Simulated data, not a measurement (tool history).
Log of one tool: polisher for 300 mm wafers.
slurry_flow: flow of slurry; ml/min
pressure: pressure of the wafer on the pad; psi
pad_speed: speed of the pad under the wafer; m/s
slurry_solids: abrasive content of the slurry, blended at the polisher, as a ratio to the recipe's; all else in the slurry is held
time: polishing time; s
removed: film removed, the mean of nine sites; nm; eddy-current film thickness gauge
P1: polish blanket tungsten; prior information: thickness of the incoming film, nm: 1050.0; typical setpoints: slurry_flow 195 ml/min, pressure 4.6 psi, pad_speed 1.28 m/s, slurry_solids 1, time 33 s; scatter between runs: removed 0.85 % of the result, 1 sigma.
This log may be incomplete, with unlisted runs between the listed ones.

run	hour	slurry_flow	pressure	pad_speed	slurry_solids	time	wafers polished on this pad	hours since the slurry nozzle was cleaned	hours since the head pressure was calibrated	hours since the slurry blender was calibrated	hours since the slurry got fresh peroxide	removed
1	6.6	195	4.6	1.28	1	33	837	96.1	275.4	118.8	65	274.09
2	14.5	260	4.6	1.78	1	33	902	104	283.3	126.7	72.9	394.56
3	21.9	195	4.6	1.28	1	33	962	111.4	290.7	134.1	80.3	273.96
4	26.9	195	4.6	1.28	1	33	1003	116.4	295.7	139.1	85.3	275.35
5	34.8	115	4.6	1.28	1	33	1068	124.3	303.6	147	93.2	251.76
6	42.4	195	4.6	1.28	1.35	33	1130	131.9	311.2	154.6	100.8	291.78
7	49.8	195	4.6	1.28	1	53	1190	139.3	318.6	162	108.2	435.78
8	57.4	195	4.6	1.64	1	33	1252	146.9	326.2	169.6	115.8	346.27
9	65.1	195	4.6	0.6	1	48	1315	154.6	333.9	177.3	123.5	183.13
10	69.6	195	4.6	1.28	1	33	1352	159.1	338.4	181.8	128	272.06
11	73.8	195	4.6	1.28	1	33	1386	163.3	342.6	186	132.2	273.35
# hour 76.3: slurry nozzle cleaned
12	79.1	195	4.6	1.28	0.75	33	1430	2.9	347.9	191.3	137.5	256.45
13	85.7	195	2.2	1.28	1	33	1484	9.5	354.5	197.9	144.1	130.99
14	94.1	195	4.6	1.28	1	33	1552	17.9	362.9	206.3	152.5	275.95
15	99	135	4.6	1.28	0.7	33	1592	22.8	367.8	211.2	157.4	238.29
16	104	195	6.7	1.28	1	33	1633	27.8	372.8	216.2	162.4	398.29
17	110.9	270	4.6	1.28	1	33	1689	34.7	379.7	223.1	169.3	282.16
18	116.5	195	4.6	0.74	1	33	1735	40.3	385.3	228.7	174.9	157.6

Expected results for the next run?
19	121.7	195	4.6	1.28	1	15	1778	45.5	390.5	233.9	180.1	?

Run 19 measured removed 123.79 nm.

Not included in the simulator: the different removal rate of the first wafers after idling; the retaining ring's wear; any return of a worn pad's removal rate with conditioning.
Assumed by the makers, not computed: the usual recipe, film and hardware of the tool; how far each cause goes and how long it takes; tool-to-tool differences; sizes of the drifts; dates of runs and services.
